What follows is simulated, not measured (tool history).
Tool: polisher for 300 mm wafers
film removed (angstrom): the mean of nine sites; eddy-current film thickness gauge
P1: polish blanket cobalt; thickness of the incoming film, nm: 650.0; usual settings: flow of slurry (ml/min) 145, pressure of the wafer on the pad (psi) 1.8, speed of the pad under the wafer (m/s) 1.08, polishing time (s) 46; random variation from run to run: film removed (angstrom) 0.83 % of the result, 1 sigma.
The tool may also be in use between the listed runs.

run   hour  flow of slurry (ml/min)  pressure of the wafer on the pad (psi)  speed of the pad under the wafer (m/s)  polishing time (s)  film removed (angstrom)
  1    8.3                      145                                     1.8                                    1.08                  46                   2354.8
  2   18.3                      145                                     1.8                                    1.08                  46                   2298.2
  3   31.8                      145                                     1.8                                    1.08                  70                   3581.3
  4   39.8                      145                                     1.8                                    1.08                  46                   2309.4
  5   47.4                      215                                     1.8                                    1.08                  46                   2486.4
  6   59.3                      145                                     1.8                                    0.48                  46                   1039.7
  7   72.4                      145                                     1.8                                    0.74                  23                   796.06
  8   86.1                      145                                     2.7                                    1.08                  46                   3523.3
  9   95.3                      145                                     1.8                                    1.08                  46                   2327.9
 10  103.9                      100                                     1.8                                    1.08                  46                   2176.3
 11    116                      145                                     1.8                                    1.62                  46                   3498.5
 12  125.5                      205                                     1.8                                    1.08                  67                   3600.7
 13  138.3                      145                                       1                                    1.08                  46                   1290.5
 14  149.1                      145                                     1.8                                    1.08                  31                   1554.5
 15  158.7                      145                                     1.8                                    1.08                  46                     2334
 16  171.4                      145                                     1.8                                    1.08                  46                     2336
 17  183.2                      145                                     1.8                                    1.08                  46                   2314.5
 18  191.7                      145                                     1.8                                    1.08                  46                   2266.5

Run 19 comes next. What will it give?
 19  199.3                      145                                     1.8                                    1.08                  46                        ?

film removed (angstrom): 2244.3
